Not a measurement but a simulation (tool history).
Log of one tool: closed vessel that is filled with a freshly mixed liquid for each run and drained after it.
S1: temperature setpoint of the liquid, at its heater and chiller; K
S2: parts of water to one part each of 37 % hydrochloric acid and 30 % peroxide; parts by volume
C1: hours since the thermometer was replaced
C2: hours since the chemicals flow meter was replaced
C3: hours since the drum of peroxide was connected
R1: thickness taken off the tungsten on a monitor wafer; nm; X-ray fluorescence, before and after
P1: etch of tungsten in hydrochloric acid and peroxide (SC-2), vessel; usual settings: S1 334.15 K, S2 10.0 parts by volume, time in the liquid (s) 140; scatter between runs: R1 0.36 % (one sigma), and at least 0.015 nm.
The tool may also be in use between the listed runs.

{"run": 1, "hour": 4.5, "S1": 334.15, "S2": 10.0, "time in the liquid (s)": 140, "C1": 1316.2, "C2": 888.0, "C3": 1033.7, "R1": 33.962}
{"run": 2, "hour": 8.7, "S1": 334.15, "S2": 10.0, "time in the liquid (s)": 265, "C1": 1320.4, "C2": 892.2, "C3": 1037.9, "R1": 64.115}
{"run": 3, "hour": 13.0, "S1": 344.65, "S2": 10.0, "time in the liquid (s)": 140, "C1": 1324.7, "C2": 896.5, "C3": 1042.2, "R1": 63.952}
{"run": 4, "hour": 19.3, "S1": 343.15, "S2": 5.0, "time in the liquid (s)": 140, "C1": 1331.0, "C2": 902.8, "C3": 1048.5, "R1": 100.74}
{"run": 5, "hour": 26.3, "S1": 334.15, "S2": 10.0, "time in the liquid (s)": 140, "C1": 1338.0, "C2": 909.8, "C3": 1055.5, "R1": 33.843}
{"run": 6, "hour": 31.5, "S1": 334.15, "S2": 10.0, "time in the liquid (s)": 140, "C1": 1343.2, "C2": 915.0, "C3": 1060.7, "R1": 33.935}
{"run": 7, "hour": 37.3, "S1": 334.15, "S2": 10.0, "time in the liquid (s)": 55, "C1": 1349.0, "C2": 920.8, "C3": 1066.5, "R1": 13.265}
{"run": 8, "hour": 40.9, "S1": 334.15, "S2": 4.0, "time in the liquid (s)": 140, "C1": 1352.6, "C2": 924.4, "C3": 1070.1, "R1": 67.769}
{"run": 9, "hour": 48.2, "S1": 318.65, "S2": 10.0, "time in the liquid (s)": 140, "C1": 1359.9, "C2": 931.7, "C3": 1077.4, "R1": 12.312}
{"run": 10, "hour": 52.1, "S1": 334.15, "S2": 10.0, "time in the liquid (s)": 140, "C1": 1363.8, "C2": 935.6, "C3": 1081.3, "R1": 33.875}
{"run": 11, "hour": 58.9, "S1": 334.15, "S2": 18.5, "time in the liquid (s)": 140, "C1": 1370.6, "C2": 942.4, "C3": 1088.1, "R1": 19.958}
{"run": 12, "hour": 64.7, "S1": 334.15, "S2": 10.0, "time in the liquid (s)": 140, "C1": 1376.4, "C2": 948.2, "C3": 1093.9, "R1": 33.934}
{"run": 13, "hour": 71.9, "S1": 334.15, "S2": 10.0, "time in the liquid (s)": 140, "C1": 1383.6, "C2": 955.4, "C3": 1101.1, "R1": 34.012}
{"run": 14, "hour": 79.1, "S1": 334.15, "S2": 10.0, "time in the liquid (s)": 140, "C1": 1390.8, "C2": 962.6, "C3": 1108.3, "R1": 35.199}
{"run": 15, "hour": 86.0, "S1": 334.15, "S2": 10.0, "time in the liquid (s)": 140, "C1": 1397.7, "C2": 969.5, "C3": 1115.2, "R1": 35.823}
{"run": 16, "hour": 89.2, "S1": 334.15, "S2": 10.0, "time in the liquid (s)": 140, "C1": 1400.9, "C2": 972.7, "C3": 1118.4, "R1": 36.067}

Run 17 has not been measured yet. What should we expect?
{"run": 17, "hour": 95.8, "S1": 334.15, "S2": 10.0, "time in the liquid (s)": 140, "C1": 1407.5, "C2": 979.3, "C3": 1125.0, "R1": "?"}

{"run 17": {"R1": 36.722}}
